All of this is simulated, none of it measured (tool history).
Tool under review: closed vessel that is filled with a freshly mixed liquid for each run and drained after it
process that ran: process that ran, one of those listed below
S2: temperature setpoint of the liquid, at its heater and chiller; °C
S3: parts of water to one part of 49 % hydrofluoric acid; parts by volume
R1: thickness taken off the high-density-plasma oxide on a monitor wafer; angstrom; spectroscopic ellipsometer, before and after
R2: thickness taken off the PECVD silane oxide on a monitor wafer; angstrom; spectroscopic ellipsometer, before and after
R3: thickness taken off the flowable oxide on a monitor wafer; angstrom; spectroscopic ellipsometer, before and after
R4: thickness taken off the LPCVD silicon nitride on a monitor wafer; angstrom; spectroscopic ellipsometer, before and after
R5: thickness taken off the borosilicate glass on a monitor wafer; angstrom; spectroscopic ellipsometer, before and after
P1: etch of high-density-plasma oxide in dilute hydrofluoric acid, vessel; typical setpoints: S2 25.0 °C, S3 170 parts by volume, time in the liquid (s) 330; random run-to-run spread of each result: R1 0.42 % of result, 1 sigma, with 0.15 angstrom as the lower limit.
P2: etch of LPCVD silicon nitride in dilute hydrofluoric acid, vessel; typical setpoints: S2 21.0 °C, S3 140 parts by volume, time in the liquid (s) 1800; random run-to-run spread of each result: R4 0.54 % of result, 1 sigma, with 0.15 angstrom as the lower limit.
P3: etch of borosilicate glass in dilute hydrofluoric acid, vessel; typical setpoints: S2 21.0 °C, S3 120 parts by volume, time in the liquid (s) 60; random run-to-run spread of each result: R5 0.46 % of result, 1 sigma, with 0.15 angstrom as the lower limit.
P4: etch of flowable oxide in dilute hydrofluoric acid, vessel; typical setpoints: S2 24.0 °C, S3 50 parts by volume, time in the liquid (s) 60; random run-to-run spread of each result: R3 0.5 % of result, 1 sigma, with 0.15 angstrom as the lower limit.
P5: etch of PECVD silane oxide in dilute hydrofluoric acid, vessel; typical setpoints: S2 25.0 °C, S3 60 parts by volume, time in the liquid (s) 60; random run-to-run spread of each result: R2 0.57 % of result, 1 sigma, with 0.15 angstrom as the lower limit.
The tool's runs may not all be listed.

Run 1, hour 9.1: process that ran P1, S2 25.0 °C, S3 170 parts by volume, time in the liquid (s) 330. Result: R1 133.390 angstrom.
Run 2, hour 24.6: process that ran P5, S2 25.0 °C, S3 20 parts by volume, time in the liquid (s) 60. Result: R2 933.41 angstrom.
Run 3, hour 37.6: process that ran P4, S2 24.0 °C, S3 50 parts by volume, time in the liquid (s) 60. Result: R3 519.55 angstrom.
Run 4, hour 49.3: process that ran P2, S2 21.0 °C, S3 55 parts by volume, time in the liquid (s) 1800. Result: R4 131.4300 angstrom.
Run 5, hour 61.2: process that ran P2, S2 17.0 °C, S3 140 parts by volume, time in the liquid (s) 1800. Result: R4 40.1170 angstrom.
Run 6, hour 74.6: process that ran P1, S2 25.0 °C, S3 45 parts by volume, time in the liquid (s) 330. Result: R1 590.440 angstrom.
Run 7, hour 82.6: process that ran P1, S2 25.0 °C, S3 305 parts by volume, time in the liquid (s) 330. Result: R1 64.866 angstrom.
Run 8, hour 93.2: process that ran P1, S2 17.5 °C, S3 170 parts by volume, time in the liquid (s) 330. Result: R1 100.190 angstrom.
Run 9, hour 104.7: process that ran P1, S2 25.0 °C, S3 170 parts by volume, time in the liquid (s) 55. Result: R1 22.282 angstrom.
Run 10, hour 120.8: process that ran P3, S2 21.0 °C, S3 120 parts by volume, time in the liquid (s) 30. Result: R5 54.295 angstrom.
Run 11, hour 130.3: process that ran P3, S2 21.0 °C, S3 50 parts by volume, time in the liquid (s) 60. Result: R5 282.640 angstrom.
Run 12, hour 146.0: process that ran P1, S2 25.0 °C, S3 170 parts by volume, time in the liquid (s) 650. Result: R1 264.010 angstrom.
Run 13, hour 153.9: process that ran P5, S2 25.0 °C, S3 60 parts by volume, time in the liquid (s) 60. Result: R2 298.40 angstrom.
Run 14, hour 169.9: process that ran P2, S2 21.0 °C, S3 140 parts by volume, time in the liquid (s) 30. Result: R4 1.0116 angstrom.
Run 15, hour 185.6: process that ran P4, S2 18.0 °C, S3 50 parts by volume, time in the liquid (s) 60. Result: R3 403.68 angstrom.
Run 16, hour 200.8: process that ran P1, S2 25.0 °C, S3 70 parts by volume, time in the liquid (s) 105. Result: R1 117.490 angstrom.
Run 17, hour 209.7: process that ran P3, S2 21.0 °C, S3 120 parts by volume, time in the liquid (s) 60. Result: R5 107.710 angstrom.
Run 18, hour 225.7: process that ran P1, S2 25.0 °C, S3 170 parts by volume, time in the liquid (s) 330. Result: R1 134.600 angstrom.
Run 19, hour 238.0: process that ran P1, S2 31.5 °C, S3 170 parts by volume, time in the liquid (s) 110. Result: R1 56.528 angstrom.
Run 20, hour 254.8: process that ran P1, S2 31.0 °C, S3 170 parts by volume, time in the liquid (s) 330. Result: R1 165.920 angstrom.
Run 21, hour 267.3: process that ran P3, S2 17.0 °C, S3 120 parts by volume, time in the liquid (s) 60. Result: R5 91.930 angstrom.
Run 22, hour 279.8: process that ran P4, S2 24.0 °C, S3 50 parts by volume, time in the liquid (s) 30. Result: R3 260.23 angstrom.
Run 23, hour 293.6: process that ran P1, S2 25.0 °C, S3 170 parts by volume, time in the liquid (s) 330. Result: R1 134.070 angstrom.
Run 24, hour 301.9: process that ran P1, S2 25.0 °C, S3 170 parts by volume, time in the liquid (s) 330. Result: R1 134.060 angstrom.
Run 25, hour 316.1: process that ran P1, S2 25.0 °C, S3 170 parts by volume, time in the liquid (s) 330. Result: R1 134.420 angstrom.
Run 26, hour 329.7: process that ran P5, S2 32.0 °C, S3 60 parts by volume, time in the liquid (s) 60. Result: R2 389.89 angstrom.
Run 27, hour 346.1: process that ran P5, S2 25.0 °C, S3 60 parts by volume, time in the liquid (s) 90. Result: R2 449.88 angstrom.
Run 28, hour 355.9: process that ran P1, S2 25.0 °C, S3 170 parts by volume, time in the liquid (s) 330. Result: R1 132.760 angstrom.

Run 29, settings as shown, results not yet in. Your forecast:
Run 29, hour 365.7: process that ran P1, S2 25.0 °C, S3 70 parts by volume, time in the liquid (s) 605. Result: R1 ?.

{"run 29": {"R1": 676.4}}
